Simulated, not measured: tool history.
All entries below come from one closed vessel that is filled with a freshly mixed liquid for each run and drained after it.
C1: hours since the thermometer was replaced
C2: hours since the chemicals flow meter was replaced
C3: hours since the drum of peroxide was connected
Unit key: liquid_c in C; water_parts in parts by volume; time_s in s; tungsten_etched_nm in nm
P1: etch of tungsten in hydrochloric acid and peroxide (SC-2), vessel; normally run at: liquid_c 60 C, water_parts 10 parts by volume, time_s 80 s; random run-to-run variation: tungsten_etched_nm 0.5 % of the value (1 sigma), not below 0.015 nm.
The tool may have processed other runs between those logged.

run 1 hour=7.7 | liquid_c=60 water_parts=10 time_s=80 | C1=657.1 C2=126.8 C3=451.6 | tungsten_etched_nm=35.523
run 2 hour=18.8 | liquid_c=60 water_parts=10 time_s=80 | C1=668.2 C2=137.9 C3=462.7 | tungsten_etched_nm=35.673
run 3 hour=29.1 | liquid_c=60 water_parts=17.5 time_s=80 | C1=678.5 C2=148.2 C3=473 | tungsten_etched_nm=21.887
run 4 hour=37.2 | liquid_c=60 water_parts=4 time_s=80 | C1=686.6 C2=156.3 C3=481.1 | tungsten_etched_nm=70.28
run 5 hour=50 | liquid_c=60 water_parts=10 time_s=80 | C1=699.4 C2=169.1 C3=493.9 | tungsten_etched_nm=35.433
run 6 hour=59.6 | liquid_c=60 water_parts=16 time_s=155 | C1=709 C2=178.7 C3=503.5 | tungsten_etched_nm=46.209
run 7 hour=71.5 | liquid_c=60 water_parts=10 time_s=30 | C1=720.9 C2=190.6 C3=515.4 | tungsten_etched_nm=13.288
run 8 hour=82.9 | liquid_c=60 water_parts=10 time_s=130 | C1=732.3 C2=202 C3=526.8 | tungsten_etched_nm=57.676
run 9 hour=94.7 | liquid_c=72 water_parts=10 time_s=80 | C1=744.1 C2=213.8 C3=538.6 | tungsten_etched_nm=73.52
-- hour=102.4 thermometer replaced
run 10 hour=107.2 | liquid_c=60 water_parts=4 time_s=160 | C1=4.9 C2=226.3 C3=551.1 | tungsten_etched_nm=140.08
run 11 hour=117.5 | liquid_c=60 water_parts=10 time_s=80 | C1=15.2 C2=236.6 C3=561.4 | tungsten_etched_nm=35.578
run 12 hour=127.7 | liquid_c=45 water_parts=16 time_s=80 | C1=25.4 C2=246.8 C3=571.6 | tungsten_etched_nm=8.8406
run 13 hour=134.8 | liquid_c=50.5 water_parts=10 time_s=80 | C1=32.5 C2=253.9 C3=578.7 | tungsten_etched_nm=19.132
run 14 hour=147.5 | liquid_c=60 water_parts=10 time_s=80 | C1=45.2 C2=266.6 C3=591.4 | tungsten_etched_nm=35.529
run 15 hour=156 | liquid_c=60 water_parts=10 time_s=80 | C1=53.7 C2=275.1 C3=599.9 | tungsten_etched_nm=36.742
run 16 hour=171 | liquid_c=60 water_parts=10 time_s=80 | C1=68.7 C2=290.1 C3=614.9 | tungsten_etched_nm=37.344
run 17 hour=179.1 | liquid_c=60 water_parts=10 time_s=80 | C1=76.8 C2=298.2 C3=623 | tungsten_etched_nm=37.325
run 18 hour=191.1 | liquid_c=60 water_parts=10 time_s=80 | C1=88.8 C2=310.2 C3=635 | tungsten_etched_nm=37.668
run 19 hour=197.6 | liquid_c=60 water_parts=10 time_s=80 | C1=95.3 C2=316.7 C3=641.5 | tungsten_etched_nm=37.781
run 20 hour=208.8 | liquid_c=60 water_parts=10 time_s=80 | C1=106.5 C2=327.9 C3=652.7 | tungsten_etched_nm=38.466
run 21 hour=220.3 | liquid_c=60 water_parts=10 time_s=80 | C1=118 C2=339.4 C3=664.2 | tungsten_etched_nm=38.232
run 22 hour=230 | liquid_c=60 water_parts=10 time_s=80 | C1=127.7 C2=349.1 C3=673.9 | tungsten_etched_nm=38.288
run 23 hour=238 | liquid_c=60 water_parts=10 time_s=80 | C1=135.7 C2=357.1 C3=681.9 | tungsten_etched_nm=38.266
run 24 hour=245.4 | liquid_c=60 water_parts=10 time_s=80 | C1=143.1 C2=364.5 C3=689.3 | tungsten_etched_nm=38.459
run 25 hour=257.9 | liquid_c=60 water_parts=10 time_s=80 | C1=155.6 C2=377 C3=701.8 | tungsten_etched_nm=38.606

The output of P1 has drifted from where it used to be. Each of the 2 causes below, taken at the size shown beside it, accounts for the log equally well:
A: chemicals flow above the setpoint (%) = 9.52
B: liquid hotter than its thermometer reads (K) = 1.21
The drift started at roughly hour 147.5.
Ruled out, with reasons:
peroxide weaker than its label (%): at its largest 8, which would move tungsten_etched_nm by -7.4 %, too little to match the creep or of the wrong sign

The list below offers 4 check runs, each averaging the results of 3 wafers, and shows each result as a question mark. For which of them would the listed causes give clearly different results?
run check 1 hour=270.4 | liquid_c=60 water_parts=17.5 time_s=80 | tungsten_etched_nm=?
run check 2 hour=270.4 | liquid_c=50.5 water_parts=4 time_s=80 | tungsten_etched_nm=?
run check 3 hour=270.4 | liquid_c=67 water_parts=10 time_s=30 | tungsten_etched_nm=?
run check 4 hour=270.4 | liquid_c=72 water_parts=10 time_s=80 | tungsten_etched_nm=?

If the cause were each of the candidates in turn, the checks would give the following:
check=check_1 result=tungsten_etched_nm if_A=23.713 if_B=23.581
check=check_2 result=tungsten_etched_nm if_A=40.843 if_B=41.684
check=check_3 result=tungsten_etched_nm if_A=22.082 if_B=22.024
check=check_4 result=tungsten_etched_nm if_A=79.21 if_B=78.839
Distance between the nearest two causes, measured in the result of the check that separates them most: check 1 0.56 %; check 2 2.04 %; check 3 0.26 %; check 4 0.47 %
Check 2 distinguishes between the causes, while the remaining checks would return nearly the same result for all of them.

The results of check 2 are: tungsten_etched_nm 41.528 nm. Based on these, which of the listed causes is it?

Of the candidate causes, it is B: liquid hotter than its thermometer reads (K).
